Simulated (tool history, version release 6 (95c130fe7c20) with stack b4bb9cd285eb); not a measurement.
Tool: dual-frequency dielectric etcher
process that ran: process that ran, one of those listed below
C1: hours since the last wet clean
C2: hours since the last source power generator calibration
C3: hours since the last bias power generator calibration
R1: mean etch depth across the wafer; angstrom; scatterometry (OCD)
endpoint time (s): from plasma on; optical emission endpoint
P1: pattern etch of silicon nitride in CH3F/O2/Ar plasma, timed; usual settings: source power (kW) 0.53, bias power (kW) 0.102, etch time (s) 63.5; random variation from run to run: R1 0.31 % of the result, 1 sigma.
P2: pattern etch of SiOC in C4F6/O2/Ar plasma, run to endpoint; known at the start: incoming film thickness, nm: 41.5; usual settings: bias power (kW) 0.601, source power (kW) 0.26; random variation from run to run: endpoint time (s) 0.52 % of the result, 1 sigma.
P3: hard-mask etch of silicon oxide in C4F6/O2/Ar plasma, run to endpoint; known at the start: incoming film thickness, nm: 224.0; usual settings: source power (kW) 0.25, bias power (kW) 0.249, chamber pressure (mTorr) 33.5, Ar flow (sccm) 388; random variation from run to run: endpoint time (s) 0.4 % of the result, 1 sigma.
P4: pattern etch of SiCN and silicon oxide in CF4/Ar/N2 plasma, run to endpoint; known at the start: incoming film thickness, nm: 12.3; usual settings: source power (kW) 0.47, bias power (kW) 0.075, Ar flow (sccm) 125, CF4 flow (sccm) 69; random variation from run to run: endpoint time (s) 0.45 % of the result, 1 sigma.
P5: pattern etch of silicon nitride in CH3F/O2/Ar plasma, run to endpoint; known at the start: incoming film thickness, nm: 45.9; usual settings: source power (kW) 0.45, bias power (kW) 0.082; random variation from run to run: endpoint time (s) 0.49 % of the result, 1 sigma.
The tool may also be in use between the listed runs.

run 1 hour=4.1 | process_that_ran=P1 source_power_(kW)=0.53 bias_power_(kW)=0.102 etch_time_(s)=63.5 | C1=179.9 C2=2029.8 C3=552.6 | R1=561.45
run 2 hour=12.2 | process_that_ran=P4 source_power_(kW)=0.47 bias_power_(kW)=0.075 Ar_flow_(sccm)=125 CF4_flow_(sccm)=69 | C1=188 C2=2037.9 C3=560.7 | endpoint_time_(s)=13.765
run 3 hour=18.7 | process_that_ran=P1 source_power_(kW)=0.53 bias_power_(kW)=0.071 etch_time_(s)=63.5 | C1=194.5 C2=2044.4 C3=567.2 | R1=497.39
run 4 hour=23.5 | process_that_ran=P3 source_power_(kW)=0.25 bias_power_(kW)=0.249 Ar_flow_(sccm)=300 chamber_pressure_(mTorr)=33.5 | C1=199.3 C2=2049.2 C3=572 | endpoint_time_(s)=77.664
run 5 hour=29.8 | process_that_ran=P1 source_power_(kW)=0.53 bias_power_(kW)=0.102 etch_time_(s)=63.5 | C1=205.6 C2=2055.5 C3=578.3 | R1=560.66
run 6 hour=34.7 | process_that_ran=P1 source_power_(kW)=0.72 bias_power_(kW)=0.102 etch_time_(s)=63.5 | C1=210.5 C2=2060.4 C3=583.2 | R1=627.29
run 7 hour=41.3 | process_that_ran=P1 source_power_(kW)=0.7 bias_power_(kW)=0.102 etch_time_(s)=81 | C1=217.1 C2=2067 C3=589.8 | R1=791.45
run 8 hour=48.4 | process_that_ran=P5 source_power_(kW)=0.45 bias_power_(kW)=0.082 | C1=224.2 C2=2074.1 C3=596.9 | endpoint_time_(s)=61.085
run 9 hour=54.9 | process_that_ran=P4 source_power_(kW)=0.32 bias_power_(kW)=0.075 Ar_flow_(sccm)=125 CF4_flow_(sccm)=69 | C1=230.7 C2=2080.6 C3=603.4 | endpoint_time_(s)=19.158
run 10 hour=59.5 | process_that_ran=P3 source_power_(kW)=0.25 bias_power_(kW)=0.249 Ar_flow_(sccm)=388 chamber_pressure_(mTorr)=48 | C1=235.3 C2=2085.2 C3=608 | endpoint_time_(s)=83.302
run 11 hour=64.8 | process_that_ran=P2 source_power_(kW)=0.26 bias_power_(kW)=0.601 | C1=240.6 C2=2090.5 C3=613.3 | endpoint_time_(s)=15.655
run 12 hour=70.7 | process_that_ran=P4 source_power_(kW)=0.47 bias_power_(kW)=0.105 Ar_flow_(sccm)=125 CF4_flow_(sccm)=69 | C1=246.5 C2=2096.4 C3=619.2 | endpoint_time_(s)=12.244
run 13 hour=76.3 | process_that_ran=P1 source_power_(kW)=0.35 bias_power_(kW)=0.102 etch_time_(s)=63.5 | C1=252.1 C2=2102 C3=624.8 | R1=480.36
run 14 hour=82 | process_that_ran=P1 source_power_(kW)=0.43 bias_power_(kW)=0.125 etch_time_(s)=63.5 | C1=257.8 C2=2107.7 C3=630.5 | R1=556.26
run 15 hour=88.7 | process_that_ran=P4 source_power_(kW)=0.47 bias_power_(kW)=0.075 Ar_flow_(sccm)=158 CF4_flow_(sccm)=69 | C1=264.5 C2=2114.4 C3=637.2 | endpoint_time_(s)=14.437
run 16 hour=94.3 | process_that_ran=P1 source_power_(kW)=0.53 bias_power_(kW)=0.102 etch_time_(s)=63.5 | C1=270.1 C2=2120 C3=642.8 | R1=559.2
run 17 hour=99.1 | process_that_ran=P3 source_power_(kW)=0.25 bias_power_(kW)=0.249 Ar_flow_(sccm)=388 chamber_pressure_(mTorr)=33.5 | C1=274.9 C2=2124.8 C3=647.6 | endpoint_time_(s)=79.97
run 18 hour=104.7 | process_that_ran=P2 source_power_(kW)=0.32 bias_power_(kW)=0.601 | C1=280.5 C2=2130.4 C3=653.2 | endpoint_time_(s)=14.359
run 19 hour=112.3 | process_that_ran=P1 source_power_(kW)=0.53 bias_power_(kW)=0.139 etch_time_(s)=63.5 | C1=288.1 C2=2138 C3=660.8 | R1=629.39
run 20 hour=116.1 | process_that_ran=P1 source_power_(kW)=0.53 bias_power_(kW)=0.102 etch_time_(s)=35 | C1=291.9 C2=2141.8 C3=664.6 | R1=308.06
run 21 hour=123.6 | process_that_ran=P1 source_power_(kW)=0.53 bias_power_(kW)=0.102 etch_time_(s)=63.5 | C1=299.4 C2=2149.3 C3=672.1 | R1=559.43
run 22 hour=128.7 | process_that_ran=P1 source_power_(kW)=0.53 bias_power_(kW)=0.102 etch_time_(s)=63.5 | C1=304.5 C2=2154.4 C3=677.2 | R1=558.29
run 23 hour=135.3 | process_that_ran=P1 source_power_(kW)=0.53 bias_power_(kW)=0.102 etch_time_(s)=63.5 | C1=311.1 C2=2161 C3=683.8 | R1=560.45
run 24 hour=141.1 | process_that_ran=P1 source_power_(kW)=0.53 bias_power_(kW)=0.102 etch_time_(s)=92.5 | C1=316.9 C2=2166.8 C3=689.6 | R1=816.32
run 25 hour=146.1 | process_that_ran=P5 source_power_(kW)=0.45 bias_power_(kW)=0.105 | C1=321.9 C2=2171.8 C3=694.6 | endpoint_time_(s)=56.107
run 26 hour=153.8 | process_that_ran=P3 source_power_(kW)=0.17 bias_power_(kW)=0.249 Ar_flow_(sccm)=388 chamber_pressure_(mTorr)=33.5 | C1=329.6 C2=2179.5 C3=702.3 | endpoint_time_(s)=93.23
run 27 hour=161.8 | process_that_ran=P1 source_power_(kW)=0.44 bias_power_(kW)=0.102 etch_time_(s)=48 | C1=337.6 C2=2187.5 C3=710.3 | R1=394.44
run 28 hour=166.2 | process_that_ran=P5 source_power_(kW)=0.45 bias_power_(kW)=0.082 | C1=342 C2=2191.9 C3=714.7 | endpoint_time_(s)=61.11
run 29 hour=172.7 | process_that_ran=P1 source_power_(kW)=0.53 bias_power_(kW)=0.102 etch_time_(s)=63.5 | C1=348.5 C2=2198.4 C3=721.2 | R1=559.92
run 30 hour=178.6 | process_that_ran=P4 source_power_(kW)=0.47 bias_power_(kW)=0.075 Ar_flow_(sccm)=125 CF4_flow_(sccm)=44 | C1=354.4 C2=2204.3 C3=727.1 | endpoint_time_(s)=14.783
run 31 hour=185.9 | process_that_ran=P3 source_power_(kW)=0.25 bias_power_(kW)=0.323 Ar_flow_(sccm)=388 chamber_pressure_(mTorr)=33.5 | C1=361.7 C2=2211.6 C3=734.4 | endpoint_time_(s)=73.121
run 32 hour=192.8 | process_that_ran=P5 source_power_(kW)=0.61 bias_power_(kW)=0.082 | C1=368.6 C2=2218.5 C3=741.3 | endpoint_time_(s)=54.622
run 33 hour=196.7 | process_that_ran=P2 source_power_(kW)=0.26 bias_power_(kW)=0.733 | C1=372.5 C2=2222.4 C3=745.2 | endpoint_time_(s)=14.479
run 34 hour=202.3 | process_that_ran=P2 source_power_(kW)=0.26 bias_power_(kW)=0.601 | C1=378.1 C2=2228 C3=750.8 | endpoint_time_(s)=15.685
run 35 hour=209.5 | process_that_ran=P1 source_power_(kW)=0.53 bias_power_(kW)=0.102 etch_time_(s)=63.5 | C1=385.3 C2=2235.2 C3=758 | R1=559.04
run 36 hour=216.5 | process_that_ran=P1 source_power_(kW)=0.53 bias_power_(kW)=0.102 etch_time_(s)=63.5 | C1=392.3 C2=2242.2 C3=765 | R1=556.69
run 37 hour=223 | process_that_ran=P1 source_power_(kW)=0.53 bias_power_(kW)=0.102 etch_time_(s)=63.5 | C1=398.8 C2=2248.7 C3=771.5 | R1=552.91
run 38 hour=231.3 | process_that_ran=P1 source_power_(kW)=0.53 bias_power_(kW)=0.102 etch_time_(s)=63.5 | C1=407.1 C2=2257 C3=779.8 | R1=555.98
run 39 hour=236.7 | process_that_ran=P1 source_power_(kW)=0.53 bias_power_(kW)=0.102 etch_time_(s)=63.5 | C1=412.5 C2=2262.4 C3=785.2 | R1=552.08
run 40 hour=241.9 | process_that_ran=P1 source_power_(kW)=0.53 bias_power_(kW)=0.102 etch_time_(s)=63.5 | C1=417.7 C2=2267.6 C3=790.4 | R1=551.97
-- hour=244.6 wet clean of the chamber
run 41 hour=246.2 | process_that_ran=P1 source_power_(kW)=0.53 bias_power_(kW)=0.102 etch_time_(s)=63.5 | C1=1.7 C2=2271.9 C3=794.7 | R1=548.55
run 42 hour=252.7 | process_that_ran=P1 source_power_(kW)=0.53 bias_power_(kW)=0.102 etch_time_(s)=63.5 | C1=8.2 C2=2278.4 C3=801.2 | R1=550.86
run 43 hour=257.7 | process_that_ran=P1 source_power_(kW)=0.53 bias_power_(kW)=0.102 etch_time_(s)=63.5 | C1=13.2 C2=2283.4 C3=806.2 | R1=551.13

What P1 gives has crept away from where it was. These 2 causes fit the log equally well, each at the size given:
A: bias power that arrives under what is set, % = 4.26
B: source power that arrives under what is set, % = 4.1
The creep began at about hour 209.5.
Why every other cause is out:
chamber walls in a state that lowers the etch rate, %: serviced at hour 244.6, which brought nothing back

4 check runs are offered, each on 3 wafers whose results are averaged, their results left as question marks. Which one tells the causes apart?
run check 1 hour=262.7 | process_that_ran=P3 source_power_(kW)=0.25 bias_power_(kW)=0.249 Ar_flow_(sccm)=388 chamber_pressure_(mTorr)=33.5 | endpoint_time_(s)=?
run check 2 hour=262.7 | process_that_ran=P5 source_power_(kW)=0.45 bias_power_(kW)=0.082 | endpoint_time_(s)=?
run check 3 hour=262.7 | process_that_ran=P2 source_power_(kW)=0.26 bias_power_(kW)=0.601 | endpoint_time_(s)=?
run check 4 hour=262.7 | process_that_ran=P4 source_power_(kW)=0.47 bias_power_(kW)=0.075 Ar_flow_(sccm)=125 CF4_flow_(sccm)=69 | endpoint_time_(s)=?

What each check would give under each cause:
check=check_1 result=endpoint_time_(s) if_A=81.237 if_B=81.3
check=check_2 result=endpoint_time_(s) if_A=62.19 if_B=62.23
check=check_3 result=endpoint_time_(s) if_A=15.933 if_B=15.905
check=check_4 result=endpoint_time_(s) if_A=13.978 if_B=14.282
How far apart the two closest causes lie, in the result that separates them most: check 1 0.08 %; check 2 0.06 %; check 3 0.17 %; check 4 2.15 %
Only check 4 tells the causes apart: in the others they would give nearly the same result.

Check 4 was then run and gave: endpoint time (s) 14.02. Which cause is it?

It is A: bias power that arrives under what is set, %.
